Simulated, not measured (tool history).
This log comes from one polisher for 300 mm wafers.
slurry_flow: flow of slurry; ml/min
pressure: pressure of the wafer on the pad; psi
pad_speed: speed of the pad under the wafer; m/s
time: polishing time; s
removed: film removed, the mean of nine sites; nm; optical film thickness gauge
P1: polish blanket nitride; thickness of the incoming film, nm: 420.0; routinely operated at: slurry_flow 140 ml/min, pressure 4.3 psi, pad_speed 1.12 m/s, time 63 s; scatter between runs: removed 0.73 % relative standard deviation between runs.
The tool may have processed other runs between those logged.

run	day	slurry_flow	pressure	pad_speed	time	wafers polished on this pad	hours since the slurry nozzle was cleaned	hours since the head pressure was calibrated	removed
1	0.142	140	4.3	1.12	63	607	435.1	262.8	172.140
2	0.304	175	4.3	0.56	63	657	439.0	266.7	102.550
3	0.396	140	4.3	1.12	28	684	441.2	268.9	75.988
4	0.533	210	4.3	1.12	63	726	444.5	272.2	182.590
5	0.633	140	4.3	0.50	63	757	446.9	274.6	90.094
6	0.800	105	4.3	1.76	63	807	450.9	278.6	232.210
7	0.900	140	4.3	1.12	63	838	453.3	281.0	172.170
8	1.092	140	2.0	1.12	63	896	457.9	285.6	79.517
9	1.192	140	4.3	1.12	63	926	460.3	288.0	171.580
10	1.396	140	4.3	1.12	63	988	465.2	292.9	171.830
11	1.588	140	4.3	1.12	93	1046	469.8	297.5	252.630
12	1.800	85	4.3	1.12	63	1111	474.9	302.6	151.100
13	2.004	140	4.3	1.58	63	1173	479.8	307.5	223.480
14	2.162	140	6.6	1.12	63	1221	483.6	311.3	262.960
15	2.258	140	4.3	1.12	63	1250	485.9	313.6	170.320
16	2.454	140	4.3	1.12	63	1310	490.6	318.3	166.540
17	2.575	140	4.3	1.12	63	1346	493.5	321.2	163.920

Run 18 is up next; what results do you expect?
18	2.750	140	4.3	1.12	63	1399	497.7	325.4	?

removed: 164.500 nm

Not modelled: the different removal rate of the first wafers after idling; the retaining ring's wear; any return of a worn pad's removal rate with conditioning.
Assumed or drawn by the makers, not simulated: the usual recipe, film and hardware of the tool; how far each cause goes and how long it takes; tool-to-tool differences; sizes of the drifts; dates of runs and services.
